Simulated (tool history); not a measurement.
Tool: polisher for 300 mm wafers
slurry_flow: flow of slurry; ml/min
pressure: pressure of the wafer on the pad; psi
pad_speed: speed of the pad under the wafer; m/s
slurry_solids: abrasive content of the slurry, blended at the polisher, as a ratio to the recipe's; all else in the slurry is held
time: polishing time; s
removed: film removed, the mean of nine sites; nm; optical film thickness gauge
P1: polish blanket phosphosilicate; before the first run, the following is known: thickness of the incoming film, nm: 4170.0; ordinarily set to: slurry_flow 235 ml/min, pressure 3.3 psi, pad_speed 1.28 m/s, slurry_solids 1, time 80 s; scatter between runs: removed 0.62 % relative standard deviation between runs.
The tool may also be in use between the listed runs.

run 1 hour=2.4 | slurry_flow=235 pressure=3.3 pad_speed=1.28 slurry_solids=1 time=80 | removed=717.2
run 2 hour=5.3 | slurry_flow=140 pressure=3.3 pad_speed=1.28 slurry_solids=1 time=80 | removed=663.82
run 3 hour=8.9 | slurry_flow=235 pressure=2 pad_speed=1.28 slurry_solids=1 time=80 | removed=442.38
run 4 hour=11.7 | slurry_flow=235 pressure=3.3 pad_speed=1.28 slurry_solids=1 time=48 | removed=431.2
run 5 hour=15 | slurry_flow=235 pressure=3.3 pad_speed=2 slurry_solids=1 time=80 | removed=1034
run 6 hour=19 | slurry_flow=235 pressure=3.3 pad_speed=1.28 slurry_solids=1 time=80 | removed=727.74
run 7 hour=22.9 | slurry_flow=235 pressure=5 pad_speed=1.28 slurry_solids=1 time=80 | removed=1094.4
run 8 hour=25.4 | slurry_flow=235 pressure=3.3 pad_speed=1.28 slurry_solids=0.55 time=80 | removed=526.96
run 9 hour=28.3 | slurry_flow=235 pressure=3.3 pad_speed=1.28 slurry_solids=1.25 time=80 | removed=801.48
run 10 hour=31 | slurry_flow=235 pressure=3.3 pad_speed=0.96 slurry_solids=1 time=80 | removed=572.48
run 11 hour=33.7 | slurry_flow=235 pressure=3.3 pad_speed=1.28 slurry_solids=1 time=80 | removed=723.62
run 12 hour=37.6 | slurry_flow=235 pressure=3.3 pad_speed=1.28 slurry_solids=1 time=80 | removed=717.15
run 13 hour=41.4 | slurry_flow=355 pressure=3.3 pad_speed=1.28 slurry_solids=1 time=80 | removed=751.32
run 14 hour=44.3 | slurry_flow=235 pressure=3.3 pad_speed=1.28 slurry_solids=1 time=114 | removed=1038.9
run 15 hour=48 | slurry_flow=235 pressure=5 pad_speed=1.28 slurry_solids=1.25 time=80 | removed=1207.8
run 16 hour=50.8 | slurry_flow=235 pressure=3.3 pad_speed=1.28 slurry_solids=1 time=80 | removed=728.3
run 17 hour=53.5 | slurry_flow=235 pressure=3.3 pad_speed=1.28 slurry_solids=1 time=80 | removed=730.16
run 18 hour=57 | slurry_flow=235 pressure=3.3 pad_speed=1.28 slurry_solids=1 time=80 | removed=691.31
run 19 hour=59.3 | slurry_flow=235 pressure=3.3 pad_speed=1.28 slurry_solids=1 time=80 | removed=676.92
run 20 hour=63.2 | slurry_flow=235 pressure=3.3 pad_speed=1.28 slurry_solids=1 time=80 | removed=675.33
run 21 hour=65.7 | slurry_flow=235 pressure=3.3 pad_speed=1.28 slurry_solids=1 time=80 | removed=666.51
run 22 hour=69.1 | slurry_flow=235 pressure=3.3 pad_speed=1.28 slurry_solids=1 time=80 | removed=652.43
run 23 hour=72.2 | slurry_flow=235 pressure=3.3 pad_speed=1.28 slurry_solids=1 time=80 | removed=652.03
-- hour=73 slurry nozzle cleaned
-- hour=73.5 conditioning disc replaced and pad reconditioned
-- hour=74.8 worn pad replaced by a new one
run 24 hour=76 | slurry_flow=235 pressure=3.3 pad_speed=1.28 slurry_solids=1 time=80 | removed=648.2
run 25 hour=78.6 | slurry_flow=235 pressure=3.3 pad_speed=1.28 slurry_solids=1 time=80 | removed=647.92
run 26 hour=82.1 | slurry_flow=235 pressure=3.3 pad_speed=1.28 slurry_solids=1 time=80 | removed=653.97
run 27 hour=84.4 | slurry_flow=235 pressure=3.3 pad_speed=1.28 slurry_solids=1 time=80 | removed=647.02

Something has made what P1 gives creep away from where it was; the 2 causes below, each at its own stated size, fit the log equally well:
A: abrasive missing from the slurry, % = 20.4
B: head's pressure below its setpoint, % = 10.4
Onset of the creep was near hour 53.5.
Excluded causes, each with its reason:
removal rate lost through wear of the pad, %: serviced at hour 74.8, after the change had begun; the process did not return to its earlier output
slurry flow missing at the pad, %: serviced at hour 73, after the change had begun; the process did not return to its earlier output
time polished since the conditioner stopped cutting, s: serviced at hour 73.5, after the change had begun; the process did not return to its earlier output

The list below offers 4 check runs, each averaging the results of 3 wafers, and shows each result as a question mark. For which of them would the listed causes give clearly different results?
run check 1 hour=86.7 | slurry_flow=235 pressure=4.8 pad_speed=1.28 slurry_solids=1 time=80 | removed=?
run check 2 hour=86.7 | slurry_flow=355 pressure=4.6 pad_speed=1.28 slurry_solids=1 time=80 | removed=?
run check 3 hour=86.7 | slurry_flow=235 pressure=3.3 pad_speed=1.96 slurry_solids=1 time=80 | removed=?
run check 4 hour=86.7 | slurry_flow=235 pressure=2.2 pad_speed=1.28 slurry_solids=0.6 time=80 | removed=?

Check results expected under each cause:
check=check_1 result=removed if_A=941.19 if_B=941.54
check=check_2 result=removed if_A=937.22 if_B=937.58
check=check_3 result=removed if_A=909.88 if_B=910.23
check=check_4 result=removed if_A=321.69 if_B=331.18
How far apart the two closest causes lie, in the result that separates them most: check 1 0.04 %; check 2 0.04 %; check 3 0.04 %; check 4 2.91 %
The causes can be told apart only by check 4. The other checks would give nearly the same results under each of them.

The results of check 4 are: removed 329.62 nm. Based on these, which of the listed causes is it?

The cause is B: head's pressure below its setpoint, %.
